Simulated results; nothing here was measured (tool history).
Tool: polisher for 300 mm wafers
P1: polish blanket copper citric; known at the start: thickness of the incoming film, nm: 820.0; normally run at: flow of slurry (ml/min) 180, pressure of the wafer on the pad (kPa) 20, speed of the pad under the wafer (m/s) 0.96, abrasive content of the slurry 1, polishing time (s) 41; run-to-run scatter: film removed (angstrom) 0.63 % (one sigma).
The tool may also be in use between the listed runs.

run   hour  flow of slurry (ml/min)  pressure of the wafer on the pad (kPa)  speed of the pad under the wafer (m/s)  abrasive content of the slurry  polishing time (s)  wafers polished on this pad  hours since the slurry nozzle was cleaned  hours since the head pressure was calibrated  hours since the slurry blender was calibrated  film removed (angstrom)
  1    8.2                      180                                      20                                    0.96                               1                  41                          408                                      283.4                                         298.9                                           84.5                   893.53
  2   14.7                      180                                      20                                    0.96                               1                  41                          473                                      289.9                                         305.4                                             91                   887.83
      18.6  -- slurry nozzle cleaned
  3     20                      180                                      20                                    0.96                               1                  18                          526                                        1.4                                         310.7                                           96.3                   393.67
  4   27.6                      180                                      20                                    0.96                               1                  56                          602                                          9                                         318.3                                          103.9                   1210.2
  5   32.4                      180                                    14.5                                    0.96                            0.55                  41                          650                                       13.8                                         323.1                                          108.7                   573.49
  6   37.2                      125                                      20                                    0.96                            0.65                  41                          698                                       18.6                                         327.9                                          113.5                   761.13
  7   43.2                      180                                      20                                    0.56                               1                  41                          758                                       24.6                                         333.9                                          119.5                   531.95
      46.3  -- head pressure recalibrated
  8   51.1                      110                                      20                                    0.96                               1                  41                          836                                       32.5                                           4.9                                          127.4                   812.21
  9   56.4                      180                                      20                                    0.96                               1                  41                          889                                       37.8                                          10.2                                          132.7                   887.37
 10   64.3                      180                                      20                                    0.96                             1.5                  41                          968                                       45.7                                          18.1                                          140.6                   968.37
 11   70.3                      180                                      20                                    0.96                               1                  41                         1028                                       51.7                                          24.1                                          146.6                   885.81
        72  -- worn pad replaced by a new one
 12   78.1                      180                                      20                                    0.96                               1                  41                           61                                       59.5                                          31.9                                          154.4                   888.71
 13   83.3                      180                                      31                                    0.96                               1                  41                          113                                       64.7                                          37.1                                          159.6                     1380
 14     90                      180                                      20                                     1.5                               1                  41                          180                                       71.4                                          43.8                                          166.3                   1370.5
 15   99.3                      180                                      20                                    0.96                               1                  41                          273                                       80.7                                          53.1                                          175.6                   895.35
 16  105.3                      180                                    11.7                                    0.96                               1                  41                          333                                       86.7                                          59.1                                          181.6                   525.89
 17  109.5                      290                                      20                                    0.96                               1                  41                          374                                       90.9                                          63.3                                          185.8                   953.33
 18  114.1                      180                                      20                                    0.96                             0.5                  41                          420                                       95.5                                          67.9                                          190.4                   762.78
 19  123.6                      180                                      20                                    0.96                               1                  41                          515                                        105                                          77.4                                          199.9                   891.56
 20  129.3                      180                                      20                                    0.96                               1                  41                          572                                      110.7                                          83.1                                          205.6                   876.57
 21  138.9                      180                                      20                                    0.96                               1                  41                          668                                      120.3                                          92.7                                          215.2                   847.84
     143.9  -- worn pad replaced by a new one
 22    145                      180                                      20                                    0.96                               1                  41                           11                                      126.4                                          98.8                                          221.3                   844.06
 23  149.5                      180                                      20                                    0.96                               1                  41                           56                                      130.9                                         103.3                                          225.8                   830.35
 24  154.7                      180                                      20                                    0.96                               1                  41                          108                                      136.1                                         108.5                                            231                   826.53
     158.8  -- head pressure recalibrated
 25  160.6                      180                                      20                                    0.96                               1                  41                          167                                        142                                           1.8                                          236.9                   827.08
 26    165                      180                                      20                                    0.96                               1                  41                          211                                      146.4                                           6.2                                          241.3                   824.36
 27  173.4                      180                                      20                                    0.96                               1                  41                          295                                      154.8                                          14.6                                          249.7                   817.71
 28    180                      180                                      20                                    0.96                               1                  41                          361                                      161.4                                          21.2                                          256.3                   816.43

What P1 gives has crept away from where it was. These 2 causes fit the log equally well, each at the size given:
A: abrasive missing from the slurry, % = 31.6
B: slurry flow missing at the pad, % = 35.5
The creep began at about hour 123.6.
Why every other cause is out:
removal rate lost through wear of the pad, %: serviced at hour 143.9, which brought nothing back
head's pressure below its setpoint, %: serviced at hour 158.8, which brought nothing back

4 check runs are offered, each on 2 wafers whose results are averaged, their results left as question marks. Which one tells the causes apart?
check 1  186.6                      180                                    27.6                                    0.96                               1                  41                                                                                                                                                                                             ?
check 2  186.6                      180                                      20                                    1.38                            1.45                  41                                                                                                                                                                                             ?
check 3  186.6                      180                                      20                                    0.96                             1.4                  26                                                                                                                                                                                             ?
check 4  186.6                      115                                    13.1                                    0.96                               1                  41                                                                                                                                                                                             ?

What each check would give under each cause:
  check                   result    if A    if B
check 1  film removed (angstrom)  1124.8  1125.1
check 2  film removed (angstrom)  1266.1  1270.9
check 3  film removed (angstrom)  558.76  560.72
check 4  film removed (angstrom)  502.81  483.64
How far apart the two closest causes lie, in the result that separates them most: check 1 0.02 %; check 2 0.38 %; check 3 0.35 %; check 4 3.89 %
Only check 4 tells the causes apart: in the others they would give nearly the same result.

Check 4 was then run and gave: film removed (angstrom) 485.48. Which cause is it?

It is B: slurry flow missing at the pad, %.

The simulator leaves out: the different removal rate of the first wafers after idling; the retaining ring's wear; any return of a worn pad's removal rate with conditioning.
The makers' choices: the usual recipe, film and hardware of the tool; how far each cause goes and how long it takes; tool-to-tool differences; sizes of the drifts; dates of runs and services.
